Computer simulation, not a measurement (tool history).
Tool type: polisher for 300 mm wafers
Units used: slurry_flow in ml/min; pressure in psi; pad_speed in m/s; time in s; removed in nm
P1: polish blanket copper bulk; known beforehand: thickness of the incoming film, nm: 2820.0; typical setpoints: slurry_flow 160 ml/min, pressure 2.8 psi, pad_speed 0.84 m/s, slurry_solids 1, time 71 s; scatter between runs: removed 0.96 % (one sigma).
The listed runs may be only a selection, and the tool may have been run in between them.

run     day  slurry_flow  pressure  pad_speed  slurry_solids  time  wafers polished on this pad  hours since the slurry nozzle was cleaned  hours since the head pressure was calibrated  hours since the slurry blender was calibrated  removed
  1   0.458          160       2.8       0.84              1    71                          206                                      239.5                                           986                                           31.7   569.26
  2   0.988          160       1.4       0.84              1    71                          323                                      252.2                                         998.7                                           44.4   284.55
  3   1.488          160       2.8       0.84              1    71                          433                                      264.2                                        1010.7                                           56.4    568.4
  4   2.212          250       2.8       0.84              1    71                          592                                      281.6                                        1028.1                                           73.8   602.92
  5   2.804           95       2.8       0.84              1    71                          722                                      295.8                                        1042.3                                             88   520.66
  6   3.471          160       2.8       0.84              1   104                          869                                      311.8                                        1058.3                                            104   842.13
  7   3.929          160       2.8       0.84              1    32                          970                                      322.8                                        1069.3                                            115   257.54
  8   4.396          160       2.8       0.84            0.7    71                         1073                                        334                                        1080.5                                          126.2   533.74
  9   4.992          160       2.8       1.32              1    71                         1204                                      348.3                                        1094.8                                          140.5   888.28
 10   5.475          160       2.8       0.84              1    71                         1310                                      359.9                                        1106.4                                          152.1   559.58
 11   5.875          160       4.3       0.84              1    71                         1398                                      369.5                                          1116                                          161.7   868.21
 12   6.508          160       2.8       0.38              1    71                         1537                                      384.7                                        1131.2                                          176.9   259.43
 13   7.258          160       2.8       0.84              1    71                         1702                                      402.7                                        1149.2                                          194.9   571.37
 14   7.954          160       2.8       0.84              1    71                         1855                                      419.4                                        1165.9                                          211.6   565.88
 15   8.575          160       2.8       0.84              1    71                         1992                                      434.3                                        1180.8                                          226.5   562.05
 16   9.229          160       2.8       0.84            0.7    49                         2136                                        450                                        1196.5                                          242.2   363.21
 17   9.983          160       2.8       0.84              1    71                         2302                                      468.1                                        1214.6                                          260.3   566.69
 18  10.417          160       2.8       0.84            1.4    71                         2397                                      478.5                                          1225                                          270.7   607.33
 19  11.125          160       2.8       0.84              1    71                         2553                                      495.5                                          1242                                          287.7   569.38
 20   11.65          160       2.8       0.84              1    71                         2668                                      508.1                                        1254.6                                          300.3   548.41
 21  12.338          160       2.8       0.84              1    71                         2819                                      524.6                                        1271.1                                          316.8   536.17
       12.5  -- slurry blender recalibrated
 22  12.758          160       2.8       0.84              1    71                         2912                                      534.7                                        1281.2                                            6.3   519.33
 23   13.15          160       2.8       0.84              1    71                         2998                                      544.1                                        1290.6                                           15.7   522.13
     13.354  -- worn pad replaced by a new one
 24  13.533          160       2.8       0.84              1    71                           40                                      553.3                                        1299.8                                           24.9   524.06
 25  13.904          160       2.8       0.84              1    71                          121                                      562.2                                        1308.7                                           33.8   517.37
 26  14.475          160       2.8       0.84              1    71                          247                                      575.9                                        1322.4                                           47.5    506.9
 27  14.954          160       2.8       0.84              1    71                          352                                      587.4                                        1333.9                                             59   512.25

P1 has crept away from where it was. The log is fitted equally well by each of these 2 causes, at the sizes shown:
A: slurry flow missing at the pad, % = 39.6
B: head's pressure below its setpoint, % = 9.82
At approximately day 11.125, the process output began to creep.
Ruled out, with reasons:
removal rate lost through wear of the pad, %: serviced at day 13.354, after the drift had started, without restoring the earlier output
abrasive missing from the slurry, %: serviced at day 12.5, after the drift had started, without restoring the earlier output

Consider the 4 check runs below, whose results appear as question marks and each of which averages 3 wafers. Which one distinguishes the causes, in that each cause would give it a clearly different result?
check 1  15.433          160       1.5       0.84              1    33                                                                                                                                                                             ?
check 2  15.433          160       2.8       0.38              1    71                                                                                                                                                                             ?
check 3  15.433          160       2.8       0.84           1.25    71                                                                                                                                                                             ?
check 4  15.433          110       2.8       0.84              1    85                                                                                                                                                                             ?

Check results expected under each cause:
  check   result    if A    if B
check 1  removed  127.95  127.95
check 2  removed  232.46  232.46
check 3  removed  539.36  539.37
check 4  removed  549.63  572.34
Smallest distance between any two causes, each pair judged by its most separating result, in per cent: check 1 0 %; check 2 0 %; check 3 0 %; check 4 4.05 %
Only in check 4 would the causes give clearly different results; in the remaining checks their results would be nearly the same.

Running check 4 produced the following: removed 552.06 nm. Which one of the listed causes fits?

The correct cause is A, namely: slurry flow missing at the pad, %.
